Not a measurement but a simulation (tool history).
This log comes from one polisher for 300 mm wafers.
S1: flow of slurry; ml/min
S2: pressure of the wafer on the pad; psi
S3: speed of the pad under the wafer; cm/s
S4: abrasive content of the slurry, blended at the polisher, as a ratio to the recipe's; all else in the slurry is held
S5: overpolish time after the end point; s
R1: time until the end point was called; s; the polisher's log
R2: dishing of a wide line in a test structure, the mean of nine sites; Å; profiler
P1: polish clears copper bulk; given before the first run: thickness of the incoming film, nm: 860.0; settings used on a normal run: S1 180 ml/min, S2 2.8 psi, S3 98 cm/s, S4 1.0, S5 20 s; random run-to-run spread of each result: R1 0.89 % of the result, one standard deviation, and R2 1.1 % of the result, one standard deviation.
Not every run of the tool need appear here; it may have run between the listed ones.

run	hour	S1	S2	S3	S4	S5	R1	R2
1	2.6	180	2.8	98	1.0	20	86.408	826.16
2	8.3	180	2.8	98	1.0	37	87.623	1011.30
3	12.5	110	2.8	98	1.0	20	95.621	796.68
4	16.1	180	1.9	98	1.0	20	126.960	644.15
5	19.6	180	2.8	98	1.0	9	87.166	517.16
6	22.6	180	3.9	98	0.6	20	68.779	968.55
7	25.4	180	2.8	98	1.0	20	86.906	827.89
8	29.5	180	2.8	98	1.5	20	79.871	879.73
9	33.1	180	2.8	98	1.0	20	88.327	830.47
10	36.6	180	2.8	98	0.6	20	95.540	793.80
11	40.8	180	2.8	154	1.0	20	54.800	973.04
12	45.2	180	2.8	70	1.0	20	121.650	691.27
13	50.0	255	2.8	98	1.0	20	83.211	857.55
14	55.3	180	2.8	98	1.0	20	86.424	820.86
15	59.2	180	2.8	98	1.0	20	86.518	860.03
16	62.8	180	2.8	98	1.0	20	86.510	846.44
17	68.1	180	3.8	98	1.0	20	63.611	987.43
18	74.2	180	2.8	98	1.0	20	86.563	846.42
19	78.1	180	2.8	98	1.0	20	89.469	838.40
20	82.0	180	2.8	98	1.0	20	90.461	815.24
21	88.0	180	2.8	98	1.0	20	92.663	822.21
22	93.4	180	2.8	98	1.0	20	94.086	797.79
# hour 93.8: head pressure recalibrated
23	98.8	180	2.8	98	1.0	20	94.406	804.63
# hour 99.7: slurry blender recalibrated
24	104.2	180	2.8	98	1.0	20	93.791	815.16
25	107.4	180	2.8	98	1.0	20	95.088	801.70
26	111.1	180	2.8	98	1.0	20	95.247	789.24
27	114.9	180	2.8	98	1.0	20	95.032	803.10

P1 has crept away from where it was. The log is fitted equally well by each of these 2 causes, at the sizes shown:
A: removal rate lost through wear of the pad, % = 8.91
B: slurry flow missing at the pad, % = 39.7
The gradual shift began around hour 74.2.
The rest of the possible causes, and what rules out each one:
head's pressure below its setpoint, %: serviced at hour 93.8, which brought nothing back
abrasive missing from the slurry, %: serviced at hour 99.7, which brought nothing back

4 check runs are offered, each on 2 wafers whose results are averaged, their results left as question marks. Which one tells the causes apart?
check 1	118.7	110	2.8	98	1.00	30	?	?
check 2	118.7	180	2.8	146	1.00	20	?	?
check 3	118.7	180	2.8	98	1.45	20	?	?
check 4	118.7	180	2.8	138	0.60	20	?	?

What every check run would give for each of its results, assuming each possible cause in turn:
check	result	if A	if B
check 1	R1	104.320	109.810
check 1	R2	913.49	896.35
check 2	R1	63.973	63.979
check 2	R2	939.92	939.89
check 3	R1	87.860	87.868
check 3	R2	830.72	830.69
check 4	R1	75.256	75.263
check 4	R2	886.87	886.84
Minimum pairwise separation of causes per check, each pair taken at its best-separating result: check 1 5.13 %; check 2 0.01 %; check 3 0.01 %; check 4 0.01 %
Check 1 distinguishes between the causes, while the remaining checks would return nearly the same result for all of them.

Then check 1 was run and gave: R1 104.750 s; R2 917.91 Å. Which cause is it?

It is A: removal rate lost through wear of the pad, %.
